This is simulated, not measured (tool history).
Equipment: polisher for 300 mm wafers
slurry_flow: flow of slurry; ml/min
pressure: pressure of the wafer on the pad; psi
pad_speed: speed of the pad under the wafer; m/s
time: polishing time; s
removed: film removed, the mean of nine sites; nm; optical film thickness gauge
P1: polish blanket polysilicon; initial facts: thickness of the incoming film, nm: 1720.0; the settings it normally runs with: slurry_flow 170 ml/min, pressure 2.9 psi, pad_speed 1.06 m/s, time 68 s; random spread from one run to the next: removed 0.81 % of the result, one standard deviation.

run   hour  slurry_flow  pressure  pad_speed  time  wafers polished on this pad  hours since the slurry nozzle was cleaned  hours since the head pressure was calibrated  removed
  1    9.2          170       2.9       1.06    68                          439                                       83.9                                         104.3   719.33
  2     23          170       2.9       1.58    68                          614                                       97.7                                         118.1     1061
  3   35.7          265       2.9       1.06    68                          776                                      110.4                                         130.8   754.86
  4   42.1          240         4       1.06    68                          857                                      116.8                                         137.2   1040.4
      42.3  -- head pressure recalibrated
  5   51.2          170       2.9       0.76    68                          973                                      125.9                                           8.9    511.8
  6   59.4          210       2.9       1.48    68                         1077                                      134.1                                          17.1   1027.8
  7   69.3          170       2.9       1.06    68                         1203                                        144                                            27   723.38
  8   78.6          170       2.9       1.06    48                         1322                                      153.3                                          36.3   505.43
  9   92.8          100       2.9       1.06    68                         1502                                      167.5                                          50.5   641.74
 10  104.2          170       2.9       1.06    68                         1647                                      178.9                                          61.9   716.73
 11    116          170       3.8       1.06    68                         1797                                      190.7                                          73.7   956.81
 12  129.2          170       1.3       1.06    68                         1965                                      203.9                                          86.9   319.51
 13  142.4          170       2.9       1.06   101                         2133                                      217.1                                         100.1   1073.4
 14  153.4          170       2.9       1.06    68                         2273                                      228.1                                         111.1   718.77
 15  161.3          170       2.9       1.06    68                         2373                                        236                                           119   719.01
 16  171.2          170       2.9       1.06    68                         2499                                      245.9                                         128.9   716.91
 17  177.7          170       2.9       1.06    68                         2582                                      252.4                                         135.4   697.71
 18  188.1          170       2.9       1.06    68                         2714                                      262.8                                         145.8   699.64
 19  194.8          170       2.9       1.06    68                         2799                                      269.5                                         152.5   689.78

Expected results for the next run?
 20  203.1          170       2.9       1.06    68                         2905                                      277.8                                         160.8        ?

Run 20 produced removed 691.39 nm.

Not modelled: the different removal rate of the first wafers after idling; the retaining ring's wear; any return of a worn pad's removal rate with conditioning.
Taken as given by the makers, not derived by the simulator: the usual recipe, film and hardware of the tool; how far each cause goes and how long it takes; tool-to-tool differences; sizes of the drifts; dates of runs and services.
